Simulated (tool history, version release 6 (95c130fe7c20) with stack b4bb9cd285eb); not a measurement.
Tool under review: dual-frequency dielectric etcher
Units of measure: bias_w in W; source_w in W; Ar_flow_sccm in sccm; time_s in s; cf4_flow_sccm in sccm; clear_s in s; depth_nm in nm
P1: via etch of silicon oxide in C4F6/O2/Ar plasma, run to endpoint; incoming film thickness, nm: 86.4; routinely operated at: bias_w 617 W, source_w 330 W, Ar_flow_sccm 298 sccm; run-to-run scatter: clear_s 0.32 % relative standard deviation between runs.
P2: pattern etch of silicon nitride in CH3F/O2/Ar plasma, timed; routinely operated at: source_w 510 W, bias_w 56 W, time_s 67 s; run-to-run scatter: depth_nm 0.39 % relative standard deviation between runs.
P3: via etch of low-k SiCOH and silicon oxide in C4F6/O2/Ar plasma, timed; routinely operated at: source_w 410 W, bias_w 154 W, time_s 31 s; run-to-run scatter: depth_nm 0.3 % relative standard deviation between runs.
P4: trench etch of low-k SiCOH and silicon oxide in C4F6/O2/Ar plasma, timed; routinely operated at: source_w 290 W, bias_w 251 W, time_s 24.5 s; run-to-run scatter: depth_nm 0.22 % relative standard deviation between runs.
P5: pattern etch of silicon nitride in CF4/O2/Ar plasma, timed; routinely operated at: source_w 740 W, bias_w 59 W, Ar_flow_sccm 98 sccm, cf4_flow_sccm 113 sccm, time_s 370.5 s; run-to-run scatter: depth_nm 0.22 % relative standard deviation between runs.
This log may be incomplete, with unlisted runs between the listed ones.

run   hour  process  bias_w  source_w  Ar_flow_sccm  time_s  cf4_flow_sccm  hours since the last wet clean  hours since the last bias power generator calibration  hours since the last source power generator calibration  hours since the last Ar flow controller change  clear_s  depth_nm
  1    7.6       P1     617       330           298                                                  155.7                                                 2994.8                                                   2302.8                                           973.2   18.056
  2   14.1       P4     251       370                  24.5                                          162.2                                                 3001.3                                                   2309.3                                           979.7             82.165
  3   19.8       P1     617       330           298                                                  167.9                                                   3007                                                     2315                                           985.4   18.039
  4   24.6       P1     865       330           298                                                  172.7                                                 3011.8                                                   2319.8                                           990.2   15.788
  5   31.2       P2      33       510                    67                                          179.3                                                 3018.4                                                   2326.4                                           996.8             39.414
  6   37.3       P1     617       330           298                                                  185.4                                                 3024.5                                                   2332.5                                          1002.9   18.008
  7   45.8       P1     617       400           298                                                  193.9                                                   3033                                                     2341                                          1011.4   16.838
  8   52.3       P5      59       740           134   370.5            113                           200.4                                                 3039.5                                                   2347.5                                          1017.9             1047.1
  9     61       P3     154       410                    31                                          209.1                                                 3048.2                                                   2356.2                                          1026.6             72.744
 10   65.1       P1     617       330           298                                                  213.2                                                 3052.3                                                   2360.3                                          1030.7   18.079
 11   70.8       P1     617       330           298                                                  218.9                                                   3058                                                     2366                                          1036.4   17.989
 12   78.5       P2      56       510                    67                                          226.6                                                 3065.7                                                   2373.7                                          1044.1             46.092
 13   86.4       P1     617       330           298                                                  234.5                                                 3073.6                                                   2381.6                                            1052   18.078
 14   90.9       P5      82       740            98   370.5            113                             239                                                 3078.1                                                   2386.1                                          1056.5             1233.7
 15   96.1       P1     617       330           224                                                  244.2                                                 3083.3                                                   2391.3                                          1061.7   17.408
 16  102.3       P1     425       230           298                                                  250.4                                                 3089.5                                                   2397.5                                          1067.9   23.701
 17  106.4       P4     191       290                  24.5                                          254.5                                                 3093.6                                                   2401.6                                            1072             68.466
 18  113.5       P3     154       410                    31                                          261.6                                                 3100.7                                                   2408.7                                          1079.1              72.82
 19  120.4       P1     617       330           396                                                  268.5                                                 3107.6                                                   2415.6                                            1086   18.612
 20  128.4       P3     212       410                    31                                          276.5                                                 3115.6                                                   2423.6                                            1094             79.838
 21  133.5       P3     154       410                  22.5                                          281.6                                                 3120.7                                                   2428.7                                          1099.1             52.692
 22  137.4       P2      56       510                  97.5                                          285.5                                                 3124.6                                                   2432.6                                            1103             67.461
 23  142.1       P1     617       430           201                                                  290.2                                                 3129.3                                                   2437.3                                          1107.7   15.553
 24  146.5       P3     154       320                    31                                          294.6                                                 3133.7                                                   2441.7                                          1112.1             65.753
 25    154       P2      56       310                    67                                          302.1                                                 3141.2                                                   2449.2                                          1119.6             38.058
 26  162.5       P5      59       740            98     231            113                           310.6                                                 3149.7                                                   2457.7                                          1128.1             678.24
 27  167.5       P1     424       200           298                                                  315.6                                                 3154.7                                                   2462.7                                          1133.1   25.068
 28  173.8       P5      59       740            98   370.5            153                           321.9                                                   3161                                                     2469                                          1139.4             1123.3
 29  182.2       P1     388       330           298                                                  330.3                                                 3169.4                                                   2477.4                                          1147.8   21.427
 30  187.6       P5      59       460            98   370.5            113                           335.7                                                 3174.8                                                   2482.8                                          1153.2             719.21
 31  193.4       P5      59       740            98   370.5            113                           341.5                                                 3180.6                                                   2488.6                                            1159             1087.7
 32  200.9       P1     617       220           298                                                    349                                                 3188.1                                                   2496.1                                          1166.5   21.013
 33  209.1       P4     251       290                  31.5                                          357.2                                                 3196.3                                                   2504.3                                          1174.7             96.482
 34  216.3       P5      59       740            98   370.5            113                           364.4                                                 3203.5                                                   2511.5                                          1181.9             1084.7
 35  220.8       P4     251       290                  24.5                                          368.9                                                   3208                                                     2516                                          1186.4             74.811
 36  229.8       P1     617       330           298                                                  377.9                                                   3217                                                     2525                                          1195.4    18.07
 37  236.4       P1     617       330           298                                                  384.5                                                 3223.6                                                   2531.6                                            1202   17.952
 38  243.9       P1     617       330           298                                                    392                                                 3231.1                                                   2539.1                                          1209.5   17.825
 39  248.4       P1     617       330           298                                                  396.5                                                 3235.6                                                   2543.6                                            1214   17.821
 40  252.7       P1     617       330           298                                                  400.8                                                 3239.9                                                   2547.9                                          1218.3   17.846
 41  259.9       P1     617       330           298                                                    408                                                 3247.1                                                   2555.1                                          1225.5   17.793
 42  268.8       P1     617       330           298                                                  416.9                                                   3256                                                     2564                                          1234.4   17.832
 43  274.9       P1     617       330           298                                                    423                                                 3262.1                                                   2570.1                                          1240.5   17.841
     278.2  -- Ar flow controller replaced
 44  283.8       P1     617       330           298                                                  431.9                                                   3271                                                     2579                                             5.7   17.741
     284.8  -- wet clean of the chamber
 45  290.8       P1     617       330           298                                                      6                                                   3278                                                     2586                                            12.7   17.737
 46  299.3       P1     617       330           298                                                   14.5                                                 3286.5                                                   2594.5                                            21.2   17.765
 47  304.6       P1     617       330           298                                                   19.8                                                 3291.8                                                   2599.8                                            26.5   17.762

Something has made what P1 gives creep away from where it was; the 2 causes below, each at its own stated size, fit the log equally well:
A: bias power that arrives over what is set, % = 4.26
B: source power that arrives over what is set, % = 4.55
The drift started at roughly hour 229.8.
Other possible causes, and why each is ruled out:
chamber walls in a state that raises the etch rate, %: serviced at hour 284.8, which brought nothing back
Ar flow that arrives under what is set, %: serviced at hour 278.2, which brought nothing back

4 check runs are offered, one wafer each, their results left as question marks. Which one tells the causes apart?
check 1  309.9       P3     154       410                    31                                                                                                                                                                                                                                 ?
check 2  309.9       P2      56       510                    67                                                                                                                                                                                                                                 ?
check 3  309.9       P4     251       290                  24.5                                                                                                                                                                                                                                 ?
check 4  309.9       P5      59       740            98   370.5            113                                                                                                                                                                                                                  ?

Check results expected under each cause:
  check    result    if A    if B
check 1  depth_nm  73.531  73.882
check 2  depth_nm  46.669  46.859
check 3  depth_nm   76.05  76.237
check 4  depth_nm  1104.7  1130.8
How far apart the two closest causes lie, in the result that separates them most: check 1 0.48 %; check 2 0.41 %; check 3 0.25 %; check 4 2.33 %
The causes can be told apart only by check 4. The other checks would give nearly the same results under each of them.

With check 4 done, the readings were: depth_nm 1106.1 nm. Identify which of the listed causes applies.

The cause is A: bias power that arrives over what is set, %.
